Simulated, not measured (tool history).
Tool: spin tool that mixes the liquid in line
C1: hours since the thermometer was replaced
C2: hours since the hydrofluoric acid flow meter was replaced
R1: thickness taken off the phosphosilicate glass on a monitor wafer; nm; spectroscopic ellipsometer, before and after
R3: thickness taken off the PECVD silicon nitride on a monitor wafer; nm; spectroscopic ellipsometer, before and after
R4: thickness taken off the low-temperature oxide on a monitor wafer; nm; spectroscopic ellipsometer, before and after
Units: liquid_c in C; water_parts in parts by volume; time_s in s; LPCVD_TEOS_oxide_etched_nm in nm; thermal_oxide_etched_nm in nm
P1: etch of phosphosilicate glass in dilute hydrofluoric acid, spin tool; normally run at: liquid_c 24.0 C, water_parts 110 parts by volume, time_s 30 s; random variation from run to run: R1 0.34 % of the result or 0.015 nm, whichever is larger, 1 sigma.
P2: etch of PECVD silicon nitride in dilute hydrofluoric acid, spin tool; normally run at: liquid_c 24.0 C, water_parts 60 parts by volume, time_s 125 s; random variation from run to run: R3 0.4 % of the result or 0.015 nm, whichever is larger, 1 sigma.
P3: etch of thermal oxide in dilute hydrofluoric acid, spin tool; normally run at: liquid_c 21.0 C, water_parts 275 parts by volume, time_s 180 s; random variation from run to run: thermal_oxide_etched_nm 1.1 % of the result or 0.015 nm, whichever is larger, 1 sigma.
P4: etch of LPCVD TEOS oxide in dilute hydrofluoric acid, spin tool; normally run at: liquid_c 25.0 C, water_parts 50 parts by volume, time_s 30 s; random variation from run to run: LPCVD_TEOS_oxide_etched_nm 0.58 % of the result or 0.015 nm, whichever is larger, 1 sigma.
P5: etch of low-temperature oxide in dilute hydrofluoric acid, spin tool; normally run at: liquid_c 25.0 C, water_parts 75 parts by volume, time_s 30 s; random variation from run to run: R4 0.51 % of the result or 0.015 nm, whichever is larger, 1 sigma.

Run 1, day 0.596: process P1, liquid_c 24.0 C, water_parts 110 parts by volume, time_s 30 s; C1 310.4; C2 565.8. Result: R1 19.7380 nm.
Run 2, day 1.017: process P1, liquid_c 24.0 C, water_parts 110 parts by volume, time_s 30 s; C1 320.5; C2 575.9. Result: R1 19.7760 nm.
Run 3, day 1.662: process P1, liquid_c 18.5 C, water_parts 110 parts by volume, time_s 30 s; C1 336.0; C2 591.4. Result: R1 15.7910 nm.
Run 4, day 2.150: process P4, liquid_c 25.0 C, water_parts 50 parts by volume, time_s 15 s; C1 347.7; C2 603.1. Result: LPCVD_TEOS_oxide_etched_nm 7.9656 nm.
Run 5, day 2.521: process P2, liquid_c 24.0 C, water_parts 20 parts by volume, time_s 125 s; C1 356.6; C2 612.0. Result: R3 21.5540 nm.
Run 6, day 3.092: process P5, liquid_c 25.0 C, water_parts 40 parts by volume, time_s 30 s; C1 370.3; C2 625.7. Result: R4 30.946 nm.
Run 7, day 3.442: process P1, liquid_c 24.0 C, water_parts 110 parts by volume, time_s 30 s; C1 378.7; C2 634.1. Result: R1 19.6520 nm.
Run 8, day 3.854: process P2, liquid_c 24.0 C, water_parts 60 parts by volume, time_s 65 s; C1 388.6; C2 644.0. Result: R3 3.8324 nm.
Run 9, day 4.296: process P3, liquid_c 21.0 C, water_parts 275 parts by volume, time_s 180 s; C1 399.2; C2 654.6. Result: thermal_oxide_etched_nm 2.39500 nm.
Run 10, day 4.750: process P5, liquid_c 25.0 C, water_parts 75 parts by volume, time_s 50 s; C1 410.1; C2 665.5. Result: R4 25.875 nm.
Run 11, day 5.400: process P3, liquid_c 17.0 C, water_parts 275 parts by volume, time_s 180 s; C1 425.7; C2 681.1. Result: thermal_oxide_etched_nm 2.09210 nm.
Run 12, day 6.129: process P1, liquid_c 29.5 C, water_parts 110 parts by volume, time_s 15 s; C1 443.2; C2 698.6. Result: R1 12.1720 nm.
Run 13, day 6.558: process P4, liquid_c 17.5 C, water_parts 50 parts by volume, time_s 30 s; C1 453.5; C2 708.9. Result: LPCVD_TEOS_oxide_etched_nm 11.8340 nm.
Run 14, day 6.917: process P1, liquid_c 24.0 C, water_parts 110 parts by volume, time_s 30 s; C1 462.1; C2 717.5. Result: R1 19.8150 nm.
Run 15, day 7.300: process P1, liquid_c 24.0 C, water_parts 110 parts by volume, time_s 30 s; C1 471.3; C2 726.7. Result: R1 19.7920 nm.
Run 16, day 7.738: process P3, liquid_c 21.0 C, water_parts 470 parts by volume, time_s 180 s; C1 481.8; C2 737.2. Result: thermal_oxide_etched_nm 1.20710 nm.
Run 17, day 8.104: process P1, liquid_c 24.0 C, water_parts 110 parts by volume, time_s 15 s; C1 490.6; C2 746.0. Result: R1 9.7774 nm.
Run 18, day 8.483: process P3, liquid_c 21.0 C, water_parts 275 parts by volume, time_s 15 s; C1 499.7; C2 755.1. Result: thermal_oxide_etched_nm 0.20364 nm.
Run 19, day 8.850: process P5, liquid_c 25.0 C, water_parts 75 parts by volume, time_s 30 s; C1 508.5; C2 763.9. Result: R4 15.610 nm.
Run 20, day 9.538: process P1, liquid_c 28.0 C, water_parts 110 parts by volume, time_s 30 s; C1 525.0; C2 780.4. Result: R1 23.0750 nm.
Run 21, day 10.121: process P2, liquid_c 24.0 C, water_parts 60 parts by volume, time_s 125 s; C1 539.0; C2 794.4. Result: R3 7.3998 nm.
Run 22, day 10.521: process P5, liquid_c 19.0 C, water_parts 75 parts by volume, time_s 30 s; C1 548.6; C2 804.0. Result: R4 12.146 nm.
Run 23, day 10.867: process P2, liquid_c 30.5 C, water_parts 60 parts by volume, time_s 125 s; C1 556.9; C2 812.3. Result: R3 11.3800 nm.
Run 24, day 11.250: process P1, liquid_c 24.0 C, water_parts 110 parts by volume, time_s 55 s; C1 566.1; C2 821.5. Result: R1 36.2830 nm.
Run 25, day 11.996: process P4, liquid_c 25.0 C, water_parts 50 parts by volume, time_s 30 s; C1 584.0; C2 839.4. Result: LPCVD_TEOS_oxide_etched_nm 16.1130 nm.
Run 26, day 12.633: process P1, liquid_c 24.0 C, water_parts 110 parts by volume, time_s 30 s; C1 599.3; C2 854.7. Result: R1 19.7550 nm.
Run 27, day 13.379: process P1, liquid_c 24.0 C, water_parts 175 parts by volume, time_s 30 s; C1 617.2; C2 872.6. Result: R1 11.5040 nm.
Run 28, day 14.000: process P1, liquid_c 24.0 C, water_parts 60 parts by volume, time_s 30 s; C1 632.1; C2 887.5. Result: R1 38.4920 nm.
Run 29, day 14.538: process P5, liquid_c 25.0 C, water_parts 75 parts by volume, time_s 30 s; C1 645.0; C2 900.4. Result: R4 15.658 nm.
Run 30, day 15.171: process P4, liquid_c 25.0 C, water_parts 20 parts by volume, time_s 30 s; C1 660.2; C2 915.6. Result: LPCVD_TEOS_oxide_etched_nm 42.1490 nm.
Run 31, day 15.529: process P1, liquid_c 24.0 C, water_parts 110 parts by volume, time_s 30 s; C1 668.8; C2 924.2. Result: R1 19.7460 nm.
Run 32, day 16.088: process P1, liquid_c 24.0 C, water_parts 110 parts by volume, time_s 30 s; C1 682.2; C2 937.6. Result: R1 19.1850 nm.
Run 33, day 16.600: process P1, liquid_c 24.0 C, water_parts 110 parts by volume, time_s 30 s; C1 694.5; C2 949.9. Result: R1 18.7290 nm.
Run 34, day 17.100: process P1, liquid_c 24.0 C, water_parts 110 parts by volume, time_s 30 s; C1 706.5; C2 961.9. Result: R1 18.5900 nm.
Run 35, day 17.821: process P1, liquid_c 24.0 C, water_parts 110 parts by volume, time_s 30 s; C1 723.8; C2 979.2. Result: R1 18.3400 nm.
Run 36, day 18.400: process P1, liquid_c 24.0 C, water_parts 110 parts by volume, time_s 30 s; C1 737.7; C2 993.1. Result: R1 18.2080 nm.
Run 37, day 18.912: process P1, liquid_c 24.0 C, water_parts 110 parts by volume, time_s 30 s; C1 750.0; C2 1005.4. Result: R1 18.2380 nm.
Run 38, day 19.642: process P1, liquid_c 24.0 C, water_parts 110 parts by volume, time_s 30 s; C1 767.5; C2 1022.9. Result: R1 18.1200 nm.
Run 39, day 20.042: process P1, liquid_c 24.0 C, water_parts 110 parts by volume, time_s 30 s; C1 777.1; C2 1032.5. Result: R1 18.1660 nm.
Run 40, day 20.721: process P1, liquid_c 24.0 C, water_parts 110 parts by volume, time_s 30 s; C1 793.4; C2 1048.8. Result: R1 18.1410 nm.

What P1 gives has crept away from where it was. These 2 causes fit the log equally well, each at the size given:
A: hydrofluoric acid flow below the setpoint (%) = 7.45
B: liquid colder than its thermometer reads (K) = 2.22
The creep began at about day 15.529.

4 check runs are offered, one wafer each, their results left as question marks. Which one tells the causes apart?
Run check 1, day 21.400: process P3, liquid_c 21.0 C, water_parts 275 parts by volume, time_s 180 s. Result: thermal_oxide_etched_nm ?.
Run check 2, day 21.400: process P5, liquid_c 25.0 C, water_parts 75 parts by volume, time_s 30 s. Result: R4 ?.
Run check 3, day 21.400: process P4, liquid_c 25.0 C, water_parts 50 parts by volume, time_s 30 s. Result: LPCVD_TEOS_oxide_etched_nm ?.
Run check 4, day 21.400: process P2, liquid_c 24.0 C, water_parts 60 parts by volume, time_s 125 s. Result: R3 ?.

What each check would give under each cause:
  check                      result     if A     if B
check 1     thermal_oxide_etched_nm  2.18530  2.21970
check 2                          R4   14.294   14.231
check 3  LPCVD_TEOS_oxide_etched_nm  14.8150  14.6880
check 4                          R3   6.8713   6.3798
How far apart the two closest causes lie, in the result that separates them most: check 1 1.56 %; check 2 0.44 %; check 3 0.87 %; check 4 7.42 %
Only check 4 tells the causes apart: in the others they would give nearly the same result.

Check 4 was then run and gave: R3 6.9002 nm. Which cause is it?

It is A: hydrofluoric acid flow below the setpoint (%).
